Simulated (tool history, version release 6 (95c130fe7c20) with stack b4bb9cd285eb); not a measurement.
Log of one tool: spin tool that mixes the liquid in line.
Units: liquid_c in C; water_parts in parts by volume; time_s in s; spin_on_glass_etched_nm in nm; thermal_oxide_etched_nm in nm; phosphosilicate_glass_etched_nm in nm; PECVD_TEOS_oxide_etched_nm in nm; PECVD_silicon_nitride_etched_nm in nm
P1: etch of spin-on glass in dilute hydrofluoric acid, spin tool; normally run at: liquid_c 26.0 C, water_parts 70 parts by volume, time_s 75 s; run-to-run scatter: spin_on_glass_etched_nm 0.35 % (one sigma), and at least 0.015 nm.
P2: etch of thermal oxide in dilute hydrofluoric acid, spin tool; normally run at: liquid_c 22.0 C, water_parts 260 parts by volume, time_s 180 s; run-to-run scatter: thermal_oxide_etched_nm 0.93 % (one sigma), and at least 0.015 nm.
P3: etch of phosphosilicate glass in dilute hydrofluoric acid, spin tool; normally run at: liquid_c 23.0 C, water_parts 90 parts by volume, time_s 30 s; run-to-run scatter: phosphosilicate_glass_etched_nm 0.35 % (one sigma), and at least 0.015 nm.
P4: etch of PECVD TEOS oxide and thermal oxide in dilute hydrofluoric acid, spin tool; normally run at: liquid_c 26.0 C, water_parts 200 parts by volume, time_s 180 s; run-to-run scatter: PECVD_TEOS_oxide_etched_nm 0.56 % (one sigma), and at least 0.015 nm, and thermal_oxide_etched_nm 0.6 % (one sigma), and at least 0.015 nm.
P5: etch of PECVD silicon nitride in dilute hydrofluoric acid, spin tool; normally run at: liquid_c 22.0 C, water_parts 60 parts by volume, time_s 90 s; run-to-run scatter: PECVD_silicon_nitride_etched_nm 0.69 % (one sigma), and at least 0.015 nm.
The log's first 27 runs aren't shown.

run	hour	process	liquid_c	water_parts	time_s	hours since the thermometer was replaced	hours since the hydrofluoric acid flow meter was replaced	spin_on_glass_etched_nm	thermal_oxide_etched_nm	phosphosilicate_glass_etched_nm	PECVD_TEOS_oxide_etched_nm	PECVD_silicon_nitride_etched_nm
28	355.1	P4	20.0	200	180	724.3	1913.1		3.24870		6.8562	
29	365.4	P4	26.0	200	180	734.6	1923.4		4.08830		8.6002	
30	379.0	P1	31.0	70	75	748.2	1937.0	36.7020				
31	386.7	P3	23.0	135	30	755.9	1944.7			26.244		
32	397.6	P1	18.0	70	75	766.8	1955.6	21.8050				
33	410.5	P2	22.0	260	180	779.7	1968.5		2.58990			
34	421.4	P1	26.0	70	75	790.6	1979.4	30.0610				
35	437.1	P1	26.0	70	75	806.3	1995.1	31.1510				
36	448.9	P1	26.0	70	75	818.1	2006.9	31.4290				
37	458.4	P1	26.0	70	75	827.6	2016.4	31.6680				
38	467.5	P1	26.0	70	75	836.7	2025.5	31.7610				
39	477.1	P1	26.0	70	75	846.3	2035.1	31.7620				
40	490.0	P1	26.0	70	75	859.2	2048.0	32.0500				
41	500.4	P1	26.0	70	75	869.6	2058.4	32.1090				
42	515.8	P1	26.0	70	75	885.0	2073.8	32.0950				

The next listed run, before its measurement:
43	525.2	P1	26.0	70	75	894.4	2083.2	?				

{"run 43": {"spin_on_glass_etched_nm": 32.044}}
